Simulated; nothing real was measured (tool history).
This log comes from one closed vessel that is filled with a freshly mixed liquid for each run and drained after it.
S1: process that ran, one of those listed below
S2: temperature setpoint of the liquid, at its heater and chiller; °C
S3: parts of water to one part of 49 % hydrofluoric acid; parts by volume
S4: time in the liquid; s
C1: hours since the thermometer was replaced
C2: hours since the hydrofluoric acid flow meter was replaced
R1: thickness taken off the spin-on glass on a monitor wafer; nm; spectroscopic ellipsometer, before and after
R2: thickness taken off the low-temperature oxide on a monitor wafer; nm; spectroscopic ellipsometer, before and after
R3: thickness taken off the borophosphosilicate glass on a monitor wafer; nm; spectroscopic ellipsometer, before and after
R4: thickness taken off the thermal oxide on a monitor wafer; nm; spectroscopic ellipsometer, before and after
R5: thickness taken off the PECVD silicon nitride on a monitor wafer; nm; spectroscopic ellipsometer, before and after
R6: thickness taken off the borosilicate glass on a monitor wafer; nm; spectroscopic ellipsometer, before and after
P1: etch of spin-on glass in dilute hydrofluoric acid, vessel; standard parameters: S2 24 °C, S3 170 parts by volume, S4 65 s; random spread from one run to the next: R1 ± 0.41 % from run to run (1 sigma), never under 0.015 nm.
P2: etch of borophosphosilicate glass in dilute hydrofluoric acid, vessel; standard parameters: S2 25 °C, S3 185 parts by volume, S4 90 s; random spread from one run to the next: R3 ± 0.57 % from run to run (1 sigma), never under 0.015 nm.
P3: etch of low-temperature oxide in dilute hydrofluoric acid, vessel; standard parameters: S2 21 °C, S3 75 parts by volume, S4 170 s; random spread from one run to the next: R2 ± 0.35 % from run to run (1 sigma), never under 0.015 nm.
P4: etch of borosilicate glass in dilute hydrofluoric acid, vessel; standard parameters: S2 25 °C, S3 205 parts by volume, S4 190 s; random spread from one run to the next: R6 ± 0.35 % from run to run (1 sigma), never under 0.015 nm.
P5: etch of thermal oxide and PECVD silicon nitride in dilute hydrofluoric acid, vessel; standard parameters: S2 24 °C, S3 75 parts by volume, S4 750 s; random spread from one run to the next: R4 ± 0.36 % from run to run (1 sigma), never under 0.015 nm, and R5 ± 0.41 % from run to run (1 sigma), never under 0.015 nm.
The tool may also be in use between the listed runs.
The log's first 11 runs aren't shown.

run,hour,S1,S2,S3,S4,C1,C2,R1,R2,R3,R4,R5,R6
12,109.5,P2,25,295,90,1834.1,77,,,10.25,,,
13,120.2,P4,25,60,190,1844.8,87.7,,,,,,120
14,129.7,P4,25,205,190,1854.3,97.2,,,,,,29.47
15,136.3,P1,24,170,65,1860.9,103.8,12.225,,,,,
16,146.5,P2,25,185,30,1871.1,114,,,6.2133,,,
17,154.6,P4,25,205,380,1879.2,122.1,,,,,,59.133
18,161.9,P3,21,75,170,1886.5,129.4,,37.309,,,,
19,173.9,P1,19,170,65,1898.5,141.4,10.061,,,,,
20,181.1,P1,24,170,65,1905.7,148.6,12.169,,,,,
21,190.8,P5,29,75,750,1915.4,158.3,,,,61.726,79.818,
22,199.6,P5,24,75,195,1924.2,167.1,,,,13.299,14.777,
23,205.8,P4,25,205,190,1930.4,173.3,,,,,,29.545
24,213.2,P1,24,170,100,1937.8,180.7,18.739,,,,,
25,218.6,P2,25,185,90,1943.2,186.1,,,18.564,,,
26,228.7,P1,28.5,170,65,1953.3,196.2,14.374,,,,,
27,234.4,P4,17.5,205,190,1959,201.9,,,,,,22.234
28,245,P1,24,280,65,1969.6,212.5,6.5679,,,,,
29,254,P1,24,170,65,1978.6,221.5,12.242,,,,,
30,266,P5,24,75,750,1990.6,233.5,,,,50.944,57.392,
31,278,P3,21,75,285,2002.6,245.5,,63.054,,,,

Forecast run 32:
32,284.4,P2,25,185,90,2009,251.9,,,?,,,

Run 32 gave R3 18.619 nm.

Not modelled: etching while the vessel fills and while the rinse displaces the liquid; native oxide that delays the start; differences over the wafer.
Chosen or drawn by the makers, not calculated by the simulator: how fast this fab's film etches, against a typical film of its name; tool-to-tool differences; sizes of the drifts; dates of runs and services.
